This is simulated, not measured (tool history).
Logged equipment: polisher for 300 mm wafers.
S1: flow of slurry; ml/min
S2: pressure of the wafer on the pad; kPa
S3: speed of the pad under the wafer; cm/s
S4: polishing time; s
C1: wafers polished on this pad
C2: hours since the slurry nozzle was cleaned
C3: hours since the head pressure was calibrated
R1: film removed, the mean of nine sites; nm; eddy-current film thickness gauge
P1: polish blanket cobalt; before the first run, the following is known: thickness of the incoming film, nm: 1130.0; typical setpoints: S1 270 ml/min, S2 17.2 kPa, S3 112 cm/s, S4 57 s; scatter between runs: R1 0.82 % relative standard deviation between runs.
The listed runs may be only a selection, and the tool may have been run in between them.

run   hour   S1    S2   S3  S4    C1     C2     C3       R1
  1    7.9  270  17.2  112  57   496   96.6  338.1  363.120
  2   18.2  270  17.2  112  57   643  106.9  348.4  356.630
  3   32.0  270  17.2  176  57   840  120.7  362.2  568.610
  4   39.8  270  17.2  112  57   952  128.5  370.0  358.210
  5   46.5  355  17.2  112  57  1047  135.2  376.7  373.410
  6   53.7  270  17.2  112  75  1150  142.4  383.9  480.380
  7   64.2  170  17.2  112  57  1300  152.9  394.4  343.460
  8   74.0  270  17.2   56  57  1440  162.7  404.2  179.400
  9   84.9  270  17.2   58  30  1596  173.6  415.1   98.666
 10   95.8  270  17.2  112  57  1751  184.5  426.0  358.200
 11  105.5  270   7.6  112  57  1890  194.2  435.7  157.950
 12  118.0  270  17.2  112  57  2068  206.7  448.2  357.500
 13  125.9  270  17.2  112  57  2181  214.6  456.1  363.050
 14  137.4  270  17.2  112  26  2345  226.1  467.6  164.010
 15  143.6  270  27.6  112  57  2434  232.3  473.8  579.300
 16  154.6  270  17.2  112  57  2591  243.3  484.8  361.000
 17  161.8  270  17.2  112  57  2694  250.5  492.0  359.250
 18  169.4  270  17.2  112  57  2803  258.1  499.6  349.010
 19  181.4  270  17.2  112  57  2974  270.1  511.6  348.330
 20  191.0  270  17.2  112  57  3111  279.7  521.2  347.410
     198.8  -- head pressure recalibrated
 21  200.8  270  17.2  112  57  3251  289.5    2.1  341.490
 22  209.6  270  17.2  112  57  3377  298.3   10.9  338.320
 23  223.2  270  17.2  112  57  3571  311.9   24.5  338.970
 24  234.5  270  17.2  112  57  3732  323.2   35.8  340.430

P1 no longer gives what it gave before; its output has crept away from where it was. The following 2 causes, each at its listed size, fit the log equally well:
A: slurry flow missing at the pad, % = 36.4
B: removal rate lost through wear of the pad, % = 5.45
Onset of the creep was near hour 154.6.
Every other cause this tool's parts could produce, and why it does not fit the log:
head's pressure below its setpoint, %: serviced at hour 198.8, after the drift had started, without restoring the earlier output

Of the 4 check runs below, each run on 5 wafers with the results averaged and each result still a question mark, which one would tell the listed causes apart?
check 1  245.8  270  17.2   62  57               ?
check 2  245.8  270  17.2  166  57               ?
check 3  245.8  270  17.2  142  73               ?
check 4  245.8  175  25.5  112  57               ?

What each check would give under each cause:
  check  result     if A     if B
check 1      R1  188.900  188.900
check 2      R1  505.750  505.770
check 3      R1  554.070  554.090
check 4      R1  465.700  478.860
How far apart the two closest causes lie, in the result that separates them most: check 1 0 %; check 2 0 %; check 3 0 %; check 4 2.79 %
Check 4 tells the causes apart: in the others they would give nearly the same result.

Check 4 has now been run. It gave: R1 466.460 nm. Which of the candidate causes is it?

It is A: slurry flow missing at the pad, %.

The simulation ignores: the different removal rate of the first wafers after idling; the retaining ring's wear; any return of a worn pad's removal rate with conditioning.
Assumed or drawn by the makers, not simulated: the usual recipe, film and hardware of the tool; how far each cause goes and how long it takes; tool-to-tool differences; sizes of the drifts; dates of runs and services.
